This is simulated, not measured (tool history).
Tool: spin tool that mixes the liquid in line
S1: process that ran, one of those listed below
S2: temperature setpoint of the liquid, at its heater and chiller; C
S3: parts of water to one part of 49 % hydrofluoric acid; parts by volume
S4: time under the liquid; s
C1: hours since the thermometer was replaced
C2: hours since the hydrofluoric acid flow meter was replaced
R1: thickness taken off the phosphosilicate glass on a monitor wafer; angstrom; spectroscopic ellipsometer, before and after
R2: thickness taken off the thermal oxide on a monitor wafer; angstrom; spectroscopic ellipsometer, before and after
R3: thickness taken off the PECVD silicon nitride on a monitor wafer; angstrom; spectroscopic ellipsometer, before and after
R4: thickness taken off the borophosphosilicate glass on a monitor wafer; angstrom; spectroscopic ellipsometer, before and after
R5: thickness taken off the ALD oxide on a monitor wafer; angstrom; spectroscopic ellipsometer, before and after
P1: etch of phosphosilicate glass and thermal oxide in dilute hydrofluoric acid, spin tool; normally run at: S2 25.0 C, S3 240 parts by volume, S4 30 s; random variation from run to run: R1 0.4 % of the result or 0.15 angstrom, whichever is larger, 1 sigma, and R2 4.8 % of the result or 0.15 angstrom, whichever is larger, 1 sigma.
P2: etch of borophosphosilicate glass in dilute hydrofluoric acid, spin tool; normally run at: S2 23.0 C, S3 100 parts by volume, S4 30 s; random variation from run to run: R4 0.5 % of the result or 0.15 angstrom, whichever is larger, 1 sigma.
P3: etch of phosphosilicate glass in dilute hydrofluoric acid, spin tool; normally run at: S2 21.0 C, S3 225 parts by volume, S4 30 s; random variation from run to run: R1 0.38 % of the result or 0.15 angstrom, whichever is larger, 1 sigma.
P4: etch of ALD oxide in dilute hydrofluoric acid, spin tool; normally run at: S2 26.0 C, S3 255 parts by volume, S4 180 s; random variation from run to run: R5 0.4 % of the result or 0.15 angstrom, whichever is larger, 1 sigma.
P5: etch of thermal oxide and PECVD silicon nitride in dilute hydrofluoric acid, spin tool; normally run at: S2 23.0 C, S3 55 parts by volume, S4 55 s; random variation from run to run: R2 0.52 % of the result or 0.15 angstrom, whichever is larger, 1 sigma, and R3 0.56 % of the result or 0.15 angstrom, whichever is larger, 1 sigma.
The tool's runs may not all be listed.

run   hour  S1    S2   S3   S4     C1     C2       R1        R2       R3       R4       R5
  1    4.0  P1  25.0  240   30  393.1  267.0   69.758    5.3682
  2    8.6  P1  25.0  240   30  397.7  271.6   69.449    5.2449
  3   12.1  P1  25.0  240   30  401.2  275.1   70.008    5.7140
  4   14.7  P5  23.0   25   55  403.8  277.7           109.8500  112.530
  5   19.2  P2  23.0  100   30  408.3  282.2                              119.950
  6   21.6  P5  28.0   55   55  410.7  284.6            59.6700   72.210
  7   25.5  P1  25.0  240   15  414.6  288.5   35.000    2.6815
  8   28.3  P1  20.5  240   45  417.4  291.3   89.002    5.9432
  9   31.9  P5  23.0   55   55  421.0  294.9            48.4110   51.515
 10   34.6  P1  19.0  240   30  423.7  297.6   56.139    4.3309
 11   38.7  P4  32.5  255  180  427.8  301.7                                       161.230
 12   43.6  P2  23.0  160   30  432.7  306.6                               70.216
 13   46.9  P1  30.5  240   30  436.0  309.9   84.403    6.2825
 14   51.9  P1  25.0  240   30  441.0  314.9   70.066    5.1906
 15   56.8  P3  26.5  225   30  445.9  319.8  181.340
 16   61.3  P2  23.0  100   50  450.4  324.3                              201.230
 17   64.4  P4  26.0  255  180  453.5  327.4                                       128.900
 18   68.9  P1  25.0  240   55  458.0  331.9  127.340    9.2729
 19   73.7  P1  25.0  240   30  462.8  336.7   70.239    5.6705
 20   79.0  P3  21.0  225   30  468.1  342.0  148.350
 21   82.1  P4  26.0  255   80  471.2  345.1                                        57.659
 22   87.1  P5  23.0   55  105  476.2  350.1            92.0170   98.486
 23   90.1  P4  26.0   75  180  479.2  353.1                                       546.130
 24   94.2  P3  21.0  225   55  483.3  357.2  270.410
      95.7  -- thermometer replaced
 25   96.8  P4  26.0  255  180    1.2  359.8                                       129.010
 26   99.4  P1  32.0  240   50    3.8  362.4  148.610   11.4420
 27  104.2  P1  17.5  240   60    8.6  367.2  105.110    7.9755
 28  106.8  P1  25.0   85   30   11.2  369.8  235.790   17.6310
 29  109.8  P3  21.0  115   30   14.2  372.8  324.820
 30  112.8  P2  23.0  100   30   17.2  375.8                              120.650
 31  117.8  P1  25.0  390   30   22.2  380.8   37.112    2.9294
 32  120.4  P2  31.5  100   30   24.8  383.4                              165.780
 33  124.0  P1  25.0  240   30   28.4  387.0   70.068    5.2638
 34  127.0  P1  25.0  240   30   31.4  390.0   70.391    5.1669

Forecast run 35:
 35  130.1  P1  25.0  240  30  34.5  393.1   ?   ?

R1: 72.192 angstrom
R2: 5.3450 angstrom
